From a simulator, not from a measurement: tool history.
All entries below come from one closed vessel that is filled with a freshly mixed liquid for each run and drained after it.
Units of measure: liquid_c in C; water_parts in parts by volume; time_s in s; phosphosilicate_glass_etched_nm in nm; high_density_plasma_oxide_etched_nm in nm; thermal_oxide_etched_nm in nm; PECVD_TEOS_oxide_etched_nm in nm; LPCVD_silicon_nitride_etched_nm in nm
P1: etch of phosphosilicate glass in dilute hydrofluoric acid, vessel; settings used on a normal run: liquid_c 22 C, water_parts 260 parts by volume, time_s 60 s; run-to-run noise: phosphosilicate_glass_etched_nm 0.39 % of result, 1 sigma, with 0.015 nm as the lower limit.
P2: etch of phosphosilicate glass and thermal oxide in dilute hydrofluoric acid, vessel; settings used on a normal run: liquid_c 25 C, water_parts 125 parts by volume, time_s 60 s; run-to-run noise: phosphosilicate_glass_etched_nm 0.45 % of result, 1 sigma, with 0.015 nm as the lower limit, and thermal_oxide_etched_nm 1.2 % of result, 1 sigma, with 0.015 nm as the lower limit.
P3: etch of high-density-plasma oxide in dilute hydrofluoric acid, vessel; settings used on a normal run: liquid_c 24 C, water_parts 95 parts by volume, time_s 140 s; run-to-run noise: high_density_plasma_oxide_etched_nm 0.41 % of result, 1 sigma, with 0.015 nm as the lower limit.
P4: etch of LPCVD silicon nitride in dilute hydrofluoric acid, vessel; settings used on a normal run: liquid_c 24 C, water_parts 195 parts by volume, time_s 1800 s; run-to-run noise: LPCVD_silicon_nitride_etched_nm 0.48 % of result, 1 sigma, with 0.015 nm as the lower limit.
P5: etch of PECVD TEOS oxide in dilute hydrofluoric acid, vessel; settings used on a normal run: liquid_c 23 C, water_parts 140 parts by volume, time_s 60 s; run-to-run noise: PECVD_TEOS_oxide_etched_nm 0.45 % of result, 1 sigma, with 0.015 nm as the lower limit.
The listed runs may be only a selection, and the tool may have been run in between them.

run	hour	process	liquid_c	water_parts	time_s	phosphosilicate_glass_etched_nm	high_density_plasma_oxide_etched_nm	thermal_oxide_etched_nm	PECVD_TEOS_oxide_etched_nm	LPCVD_silicon_nitride_etched_nm
1	12.9	P1	22	260	60	10.763				
2	24.9	P1	22	260	30	5.3491				
3	35.3	P1	17	260	60	8.9349				
4	47.5	P3	24	95	140		8.6042			
5	57.1	P2	25	75	60	128.38		4.108		
6	67.6	P2	25	125	60	71.905		2.3291		
7	82.5	P5	23	140	100				14.85	
8	97.8	P5	27.5	140	60				10.528	
9	109.3	P5	23	255	60				4.2793	
10	121.1	P5	23	140	60				8.9107	
11	137.6	P1	22	40	60	89.22				
12	150.7	P2	29.5	125	60	85.448		2.7333		
13	163.8	P1	22	410	60	5.9668				
14	178.3	P1	22	260	60	10.83				
15	193.8	P1	27	400	60	7.2397				
16	204.4	P3	24	95	140		8.572			
17	217.1	P3	24	95	240		14.692			
18	230.4	P1	22	260	60	10.715				
19	245.3	P1	22	260	60	10.698				
20	259.9	P2	25	125	115	136.94		4.2804		
21	269.8	P1	30	260	60	14.159				
22	284.7	P1	22	260	60	10.707				
23	302	P4	32	195	1800					7.76
24	315.9	P4	24	195	425					1.1498
25	332.9	P4	24	195	1800					4.8038
26	350.3	P3	19	95	140		6.9977			
27	363	P1	22	260	60	10.692				
28	378.3	P1	22	260	60	10.688				
29	392.7	P2	25	125	60	72.708		2.2484		
30	405.8	P3	24	170	140		4.336			
31	422.8	P1	22	260	105	18.832				
32	438.9	P4	24	280	1800					3.3349
33	447	P4	24	195	1800					4.7661
34	458.8	P5	23	140	60				8.8988	
35	468.3	P1	22	260	60	10.692				
36	479.2	P1	22	260	60	10.43				
37	495.4	P1	22	260	60	10.228				
38	510.1	P1	22	260	60	10.145				
39	520.8	P1	22	260	60	10.065				
40	535	P1	22	260	60	9.961				
41	547.8	P1	22	260	60	9.9063				
42	565.1	P1	22	260	60	9.875				
43	578.1	P1	22	260	60	9.9137				
44	595.1	P1	22	260	60	9.9522				

P1 no longer gives what it gave before; its output has crept away from where it was. The following 2 causes, each at its listed size, fit the log equally well:
A: liquid colder than its thermometer reads (K) = 2.21
B: hydrofluoric acid flow below the setpoint (%) = 6.28
Onset of the creep was near hour 468.3.

Listed below are the offered check runs, one wafer per run, with question marks in place of results. For which of them would the causes give clearly different outcomes?
check 1	612.1	P4	32	280	1800					?
check 2	612.1	P5	23	245	60				?	
check 3	612.1	P2	28	125	90	?		?		
check 4	612.1	P3	24	170	140		?			

What each check would give under each cause:
check	result	if A	if B
check 1	LPCVD_silicon_nitride_etched_nm	4.7299	5.0191
check 2	PECVD_TEOS_oxide_etched_nm	4.1696	4.1702
check 3	phosphosilicate_glass_etched_nm	111.29	112.17
check 3	thermal_oxide_etched_nm	3.5522	3.5804
check 4	high_density_plasma_oxide_etched_nm	4.0152	4.0428
Minimum pairwise separation of causes per check, each pair taken at its best-separating result: check 1 5.93 %; check 2 0.01 %; check 3 0.79 %; check 4 0.69 %
Of the check runs offered, only check 1 discriminates between the causes; the rest would read about the same regardless of which cause applies.

Running check 1 produced the following: LPCVD_silicon_nitride_etched_nm 5.0079 nm. Which one of the listed causes fits?

Of the candidate causes, it is B: hydrofluoric acid flow below the setpoint (%).
